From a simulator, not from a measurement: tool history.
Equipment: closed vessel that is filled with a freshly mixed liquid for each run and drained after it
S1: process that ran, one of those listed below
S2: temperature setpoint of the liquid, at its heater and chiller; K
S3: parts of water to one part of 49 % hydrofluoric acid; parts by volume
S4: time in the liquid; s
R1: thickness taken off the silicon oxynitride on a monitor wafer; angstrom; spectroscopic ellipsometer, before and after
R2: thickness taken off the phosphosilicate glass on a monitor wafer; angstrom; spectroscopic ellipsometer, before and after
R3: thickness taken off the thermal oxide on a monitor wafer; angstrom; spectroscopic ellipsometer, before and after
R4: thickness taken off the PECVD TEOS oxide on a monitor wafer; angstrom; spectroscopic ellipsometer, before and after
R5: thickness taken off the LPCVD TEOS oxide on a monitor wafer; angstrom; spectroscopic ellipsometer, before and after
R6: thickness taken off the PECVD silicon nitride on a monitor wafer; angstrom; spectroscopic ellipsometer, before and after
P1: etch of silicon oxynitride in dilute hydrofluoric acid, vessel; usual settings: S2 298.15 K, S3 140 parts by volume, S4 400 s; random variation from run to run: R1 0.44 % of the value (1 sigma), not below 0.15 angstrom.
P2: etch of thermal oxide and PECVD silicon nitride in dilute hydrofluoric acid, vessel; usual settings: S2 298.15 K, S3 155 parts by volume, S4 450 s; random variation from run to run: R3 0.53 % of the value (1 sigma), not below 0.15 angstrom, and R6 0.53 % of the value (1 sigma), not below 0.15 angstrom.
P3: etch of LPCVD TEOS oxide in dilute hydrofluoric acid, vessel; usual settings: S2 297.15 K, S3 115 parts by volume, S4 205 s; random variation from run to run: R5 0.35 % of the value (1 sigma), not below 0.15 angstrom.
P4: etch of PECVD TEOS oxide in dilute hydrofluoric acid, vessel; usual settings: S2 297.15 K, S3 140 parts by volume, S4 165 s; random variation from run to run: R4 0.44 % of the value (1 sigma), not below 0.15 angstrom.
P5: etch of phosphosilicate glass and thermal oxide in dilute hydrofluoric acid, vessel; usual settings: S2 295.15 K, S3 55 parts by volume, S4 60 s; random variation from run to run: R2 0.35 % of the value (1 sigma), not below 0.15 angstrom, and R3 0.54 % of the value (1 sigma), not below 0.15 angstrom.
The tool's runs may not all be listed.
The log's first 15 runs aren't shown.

{"run": 16, "hour": 138.6, "S1": "P2", "S2": 298.15, "S3": 155, "S4": 885, "R3": 257.38, "R6": 152.29}
{"run": 17, "hour": 144.1, "S1": "P1", "S2": 292.65, "S3": 140, "S4": 400, "R1": 58.151}
{"run": 18, "hour": 155.4, "S1": "P4", "S2": 297.15, "S3": 140, "S4": 165, "R4": 142.46}
{"run": 19, "hour": 163.8, "S1": "P2", "S2": 298.15, "S3": 155, "S4": 450, "R3": 132.8, "R6": 77.763}
{"run": 20, "hour": 170.4, "S1": "P3", "S2": 297.15, "S3": 115, "S4": 205, "R5": 455.32}
{"run": 21, "hour": 180.2, "S1": "P1", "S2": 298.15, "S3": 140, "S4": 400, "R1": 74.926}
{"run": 22, "hour": 187.3, "S1": "P1", "S2": 298.15, "S3": 140, "S4": 400, "R1": 75.006}
{"run": 23, "hour": 196.9, "S1": "P1", "S2": 298.15, "S3": 140, "S4": 800, "R1": 150.88}
{"run": 24, "hour": 209.1, "S1": "P2", "S2": 298.15, "S3": 155, "S4": 450, "R3": 131.16, "R6": 77.893}
{"run": 25, "hour": 221.4, "S1": "P5", "S2": 295.15, "S3": 55, "S4": 60, "R2": 1767.9, "R3": 50.124}
{"run": 26, "hour": 230.7, "S1": "P3", "S2": 297.15, "S3": 115, "S4": 30, "R5": 66.729}
{"run": 27, "hour": 237.1, "S1": "P5", "S2": 295.15, "S3": 55, "S4": 60, "R2": 1757.8, "R3": 50.03}
{"run": 28, "hour": 243.5, "S1": "P5", "S2": 303.65, "S3": 55, "S4": 60, "R2": 2480.5, "R3": 71.333}
{"run": 29, "hour": 253.7, "S1": "P4", "S2": 297.15, "S3": 55, "S4": 165, "R4": 406.53}
{"run": 30, "hour": 265.2, "S1": "P1", "S2": 298.15, "S3": 215, "S4": 95, "R1": 11.011}
{"run": 31, "hour": 276.4, "S1": "P1", "S2": 298.15, "S3": 140, "S4": 400, "R1": 75.439}
{"run": 32, "hour": 283.9, "S1": "P1", "S2": 304.15, "S3": 140, "S4": 400, "R1": 97.966}
{"run": 33, "hour": 295.4, "S1": "P3", "S2": 290.65, "S3": 115, "S4": 205, "R5": 349.34}

For run 34, what comes out?
{"run": 34, "hour": 307.4, "S1": "P1", "S2": 298.15, "S3": 140, "S4": 400, "R1": "?"}

Run 34 came out at R1 75.585 angstrom.

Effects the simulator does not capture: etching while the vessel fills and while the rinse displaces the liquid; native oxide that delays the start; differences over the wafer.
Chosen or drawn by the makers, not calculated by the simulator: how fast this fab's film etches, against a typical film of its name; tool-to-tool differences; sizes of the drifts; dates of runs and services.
